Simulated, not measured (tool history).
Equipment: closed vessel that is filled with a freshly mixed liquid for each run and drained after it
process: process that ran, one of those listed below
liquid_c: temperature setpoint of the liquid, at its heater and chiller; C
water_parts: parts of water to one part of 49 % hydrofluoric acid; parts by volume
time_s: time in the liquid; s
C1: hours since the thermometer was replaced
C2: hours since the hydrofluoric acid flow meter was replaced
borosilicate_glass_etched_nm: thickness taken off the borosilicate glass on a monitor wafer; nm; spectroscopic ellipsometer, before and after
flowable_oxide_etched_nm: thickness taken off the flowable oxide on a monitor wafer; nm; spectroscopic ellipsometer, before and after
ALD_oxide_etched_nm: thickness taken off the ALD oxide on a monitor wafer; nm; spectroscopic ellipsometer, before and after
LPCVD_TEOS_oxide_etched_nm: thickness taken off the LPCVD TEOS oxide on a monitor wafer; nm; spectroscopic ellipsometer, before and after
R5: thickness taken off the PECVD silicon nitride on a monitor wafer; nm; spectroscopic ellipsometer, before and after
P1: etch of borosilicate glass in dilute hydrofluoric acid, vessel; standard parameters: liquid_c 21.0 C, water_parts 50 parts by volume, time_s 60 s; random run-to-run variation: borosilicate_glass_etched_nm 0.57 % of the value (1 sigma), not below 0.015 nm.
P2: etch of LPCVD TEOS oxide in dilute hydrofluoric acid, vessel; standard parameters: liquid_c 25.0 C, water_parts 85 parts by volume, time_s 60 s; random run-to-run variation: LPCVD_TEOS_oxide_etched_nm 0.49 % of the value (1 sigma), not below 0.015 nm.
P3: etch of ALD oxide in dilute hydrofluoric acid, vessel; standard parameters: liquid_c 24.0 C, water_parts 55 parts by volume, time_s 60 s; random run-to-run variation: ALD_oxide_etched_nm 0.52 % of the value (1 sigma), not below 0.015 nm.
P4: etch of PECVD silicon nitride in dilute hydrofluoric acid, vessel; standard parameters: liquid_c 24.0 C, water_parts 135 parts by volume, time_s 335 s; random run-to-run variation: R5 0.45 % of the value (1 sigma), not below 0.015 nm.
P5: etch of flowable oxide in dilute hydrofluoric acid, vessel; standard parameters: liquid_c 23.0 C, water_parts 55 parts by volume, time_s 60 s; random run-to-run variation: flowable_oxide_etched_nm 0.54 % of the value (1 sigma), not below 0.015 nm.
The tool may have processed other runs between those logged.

run 1 day=0.342 | process=P1 liquid_c=21.0 water_parts=50 time_s=60 | C1=1349.0 C2=187.0 | borosilicate_glass_etched_nm=36.752
run 2 day=0.592 | process=P1 liquid_c=17.0 water_parts=50 time_s=35 | C1=1355.0 C2=193.0 | borosilicate_glass_etched_nm=18.201
run 3 day=0.762 | process=P5 liquid_c=30.0 water_parts=55 time_s=60 | C1=1359.1 C2=197.1 | flowable_oxide_etched_nm=63.858
run 4 day=1.071 | process=P1 liquid_c=21.0 water_parts=90 time_s=60 | C1=1366.5 C2=204.5 | borosilicate_glass_etched_nm=19.341
run 5 day=1.329 | process=P1 liquid_c=25.0 water_parts=50 time_s=95 | C1=1372.7 C2=210.7 | borosilicate_glass_etched_nm=69.599
run 6 day=1.546 | process=P3 liquid_c=24.0 water_parts=90 time_s=60 | C1=1377.9 C2=215.9 | ALD_oxide_etched_nm=15.953
run 7 day=1.762 | process=P2 liquid_c=25.0 water_parts=85 time_s=60 | C1=1383.1 C2=221.1 | LPCVD_TEOS_oxide_etched_nm=13.8660
run 8 day=2.046 | process=P4 liquid_c=19.0 water_parts=135 time_s=335 | C1=1389.9 C2=227.9 | R5=6.95500
run 9 day=2.233 | process=P4 liquid_c=24.0 water_parts=135 time_s=335 | C1=1394.4 C2=232.4 | R5=9.73120
run 10 day=2.488 | process=P2 liquid_c=25.0 water_parts=125 time_s=60 | C1=1400.5 C2=238.5 | LPCVD_TEOS_oxide_etched_nm=8.9788
run 11 day=2.708 | process=P1 liquid_c=21.0 water_parts=50 time_s=60 | C1=1405.8 C2=243.8 | borosilicate_glass_etched_nm=36.960
run 12 day=2.942 | process=P4 liquid_c=24.0 water_parts=135 time_s=335 | C1=1411.4 C2=249.4 | R5=9.65150
run 13 day=3.221 | process=P1 liquid_c=21.0 water_parts=25 time_s=60 | C1=1418.1 C2=256.1 | borosilicate_glass_etched_nm=76.320
run 14 day=3.408 | process=P4 liquid_c=24.0 water_parts=135 time_s=30 | C1=1422.6 C2=260.6 | R5=0.87836
run 15 day=3.746 | process=P2 liquid_c=25.0 water_parts=85 time_s=60 | C1=1430.7 C2=268.7 | LPCVD_TEOS_oxide_etched_nm=13.8610
run 16 day=3.954 | process=P5 liquid_c=23.0 water_parts=95 time_s=60 | C1=1435.7 C2=273.7 | flowable_oxide_etched_nm=26.735
run 17 day=4.258 | process=P1 liquid_c=21.0 water_parts=50 time_s=60 | C1=1443.0 C2=281.0 | borosilicate_glass_etched_nm=36.758
run 18 day=4.617 | process=P4 liquid_c=24.0 water_parts=215 time_s=335 | C1=1451.6 C2=289.6 | R5=6.11890
run 19 day=4.779 | process=P1 liquid_c=21.0 water_parts=50 time_s=95 | C1=1455.5 C2=293.5 | borosilicate_glass_etched_nm=58.019
run 20 day=5.092 | process=P5 liquid_c=23.0 water_parts=55 time_s=115 | C1=1463.0 C2=301.0 | flowable_oxide_etched_nm=92.774
run 21 day=5.400 | process=P2 liquid_c=25.0 water_parts=85 time_s=100 | C1=1470.4 C2=308.4 | LPCVD_TEOS_oxide_etched_nm=23.2070
run 22 day=5.679 | process=P1 liquid_c=17.0 water_parts=50 time_s=60 | C1=1477.1 C2=315.1 | borosilicate_glass_etched_nm=30.871
-- day=5.833 thermometer replaced
run 23 day=5.946 | process=P1 liquid_c=21.0 water_parts=50 time_s=60 | C1=2.7 C2=321.5 | borosilicate_glass_etched_nm=36.824
run 24 day=6.279 | process=P1 liquid_c=21.0 water_parts=50 time_s=60 | C1=10.7 C2=329.5 | borosilicate_glass_etched_nm=36.772
run 25 day=6.438 | process=P3 liquid_c=24.0 water_parts=55 time_s=60 | C1=14.5 C2=333.3 | ALD_oxide_etched_nm=27.233
run 26 day=6.721 | process=P3 liquid_c=24.0 water_parts=55 time_s=95 | C1=21.3 C2=340.1 | ALD_oxide_etched_nm=43.286
run 27 day=7.071 | process=P1 liquid_c=27.0 water_parts=50 time_s=60 | C1=29.7 C2=348.5 | borosilicate_glass_etched_nm=46.842
run 28 day=7.254 | process=P3 liquid_c=30.5 water_parts=55 time_s=60 | C1=34.1 C2=352.9 | ALD_oxide_etched_nm=35.284
run 29 day=7.425 | process=P5 liquid_c=23.0 water_parts=55 time_s=60 | C1=38.2 C2=357.0 | flowable_oxide_etched_nm=47.875
run 30 day=7.650 | process=P1 liquid_c=21.0 water_parts=50 time_s=30 | C1=43.6 C2=362.4 | borosilicate_glass_etched_nm=18.563
run 31 day=7.862 | process=P5 liquid_c=23.0 water_parts=55 time_s=60 | C1=48.7 C2=367.5 | flowable_oxide_etched_nm=48.184

For run 32, what comes out?
run 32 day=8.142 | process=P1 liquid_c=21.0 water_parts=70 time_s=105 | C1=55.4 C2=374.2 | borosilicate_glass_etched_nm=?

borosilicate_glass_etched_nm: 44.859 nm
